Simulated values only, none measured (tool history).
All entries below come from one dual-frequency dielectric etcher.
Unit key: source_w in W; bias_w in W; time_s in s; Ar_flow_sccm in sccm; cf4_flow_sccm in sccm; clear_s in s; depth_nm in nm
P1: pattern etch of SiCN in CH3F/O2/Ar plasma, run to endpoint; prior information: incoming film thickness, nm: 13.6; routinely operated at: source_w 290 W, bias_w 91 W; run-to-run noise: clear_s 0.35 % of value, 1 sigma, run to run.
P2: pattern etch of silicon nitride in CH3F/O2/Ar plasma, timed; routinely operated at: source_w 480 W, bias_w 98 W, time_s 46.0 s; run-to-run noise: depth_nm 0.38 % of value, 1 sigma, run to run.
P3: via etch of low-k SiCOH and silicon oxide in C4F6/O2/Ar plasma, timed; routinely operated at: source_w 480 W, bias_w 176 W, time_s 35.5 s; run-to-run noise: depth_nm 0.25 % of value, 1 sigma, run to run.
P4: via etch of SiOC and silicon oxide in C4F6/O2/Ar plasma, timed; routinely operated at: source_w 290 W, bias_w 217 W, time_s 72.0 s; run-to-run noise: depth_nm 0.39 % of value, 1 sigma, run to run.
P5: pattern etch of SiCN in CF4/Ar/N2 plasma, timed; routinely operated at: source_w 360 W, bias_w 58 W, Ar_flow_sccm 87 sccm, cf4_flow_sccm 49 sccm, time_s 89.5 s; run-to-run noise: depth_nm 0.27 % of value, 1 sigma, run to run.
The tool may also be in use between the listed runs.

run,hour,process,source_w,bias_w,time_s,Ar_flow_sccm,cf4_flow_sccm,hours since the last wet clean,hours since the last source power generator calibration,hours since the last bias power generator calibration,clear_s,depth_nm
1,3.4,P1,290,91,,,,183.4,2212.1,1805.9,37.192,
2,8.8,P2,320,98,46.0,,,188.8,2217.5,1811.3,,32.005
3,15.5,P1,290,58,,,,195.5,2224.2,1818.0,43.824,
4,22.1,P4,180,217,72.0,,,202.1,2230.8,1824.6,,64.645
5,28.5,P5,360,58,89.5,87,30,208.5,2237.2,1831.0,,52.306
6,34.8,P5,360,58,89.5,53,49,214.8,2243.5,1837.3,,61.305
7,41.9,P1,290,91,,,,221.9,2250.6,1844.4,37.100,
8,46.0,P1,290,91,,,,226.0,2254.7,1848.5,37.115,
9,53.3,P1,230,91,,,,233.3,2262.0,1855.8,40.626,
10,57.4,P1,290,91,,,,237.4,2266.1,1859.9,37.095,
11,62.2,P3,480,176,35.5,,,242.2,2270.9,1864.7,,89.245
12,69.2,P3,570,176,35.5,,,249.2,2277.9,1871.7,,95.299
13,73.5,P5,360,45,89.5,87,49,253.5,2282.2,1876.0,,51.898
14,79.6,P4,290,128,72.0,,,259.6,2288.3,1882.1,,65.391
15,87.0,P5,210,58,89.5,87,49,267.0,2295.7,1889.5,,35.355
16,90.8,P1,290,91,,,,270.8,2299.5,1893.3,37.294,
17,94.7,P2,480,74,46.0,,,274.7,2303.4,1897.2,,33.799
18,99.4,P4,290,217,72.0,,,279.4,2308.1,1901.9,,77.429
19,102.9,P5,360,58,62.0,87,49,282.9,2311.6,1905.4,,39.281
20,109.5,P5,360,58,89.5,87,49,289.5,2318.2,1912.0,,56.514
21,115.2,P2,480,98,56.0,,,295.2,2323.9,1917.7,,45.578
22,122.1,P2,480,98,46.0,,,302.1,2330.8,1924.6,,37.473
23,129.3,P1,340,91,,,,309.3,2338.0,1931.8,35.077,
24,133.7,P4,290,217,98.5,,,313.7,2342.4,1936.2,,105.770
25,138.7,P1,290,91,,,,318.7,2347.4,1941.2,36.922,
26,142.8,P1,290,109,,,,322.8,2351.5,1945.3,34.545,
27,146.1,P1,210,113,,,,326.1,2354.8,1948.6,38.578,
28,150.4,P3,480,109,35.5,,,330.4,2359.1,1952.9,,77.110
29,155.9,P1,390,68,,,,335.9,2364.6,1958.4,36.994,
30,161.3,P3,480,176,23.0,,,341.3,2370.0,1963.8,,57.681
31,168.0,P1,290,91,,,,348.0,2376.7,1970.5,37.015,
32,175.3,P1,290,91,,,,355.3,2384.0,1977.8,36.989,
33,180.0,P1,290,91,,,,360.0,2388.7,1982.5,36.749,
34,184.0,P1,290,91,,,,364.0,2392.7,1986.5,36.741,
35,189.0,P1,290,91,,,,369.0,2397.7,1991.5,36.628,
# hour 191.8: wet clean of the chamber
36,194.6,P1,290,91,,,,2.8,2403.3,1997.1,36.378,
37,201.3,P1,290,91,,,,9.5,2410.0,2003.8,36.452,
38,205.1,P1,290,91,,,,13.3,2413.8,2007.6,36.442,
39,211.6,P1,290,91,,,,19.8,2420.3,2014.1,36.581,
40,219.0,P1,290,91,,,,27.2,2427.7,2021.5,36.746,

Compared with where it was, what P1 gives has crept away. Each cause listed below fits the log as well as the rest, at the size given for it:
A: bias power that arrives over what is set, % = 4.76
B: source power that arrives over what is set, % = 4.91
The drift started at roughly hour 168.0.
The rest of the possible causes, and what rules out each one:
chamber walls in a state that raises the etch rate, %: serviced after onset, at hour 191.8, with no recovery of the prior output

Of the 4 check runs listed below, each run on one wafer and each result written as a question mark, which would let you distinguish the listed causes because they would give clearly different results?
check 1,226.4,P5,280,58,89.5,53,49,,,,,?
check 2,226.4,P4,180,217,72.0,,,,,,,?
check 3,226.4,P3,550,136,35.5,,,,,,,?
check 4,226.4,P2,330,84,46.0,,,,,,,?

Check results expected under each cause:
check,result,if A,if B
check 1,depth_nm,49.822,51.185
check 2,depth_nm,65.771,65.882
check 3,depth_nm,88.025,88.527
check 4,depth_nm,31.366,31.403
Gap, in per cent, between the two causes that each check separates least, read from the result that separates them most: check 1 2.7 %; check 2 0.17 %; check 3 0.57 %; check 4 0.12 %
Only check 1 tells the causes apart: in the others they would give nearly the same result.

Check 1 was then run and gave: depth_nm 51.253 nm. Which cause is it?

Of the candidate causes, it is B: source power that arrives over what is set, %.
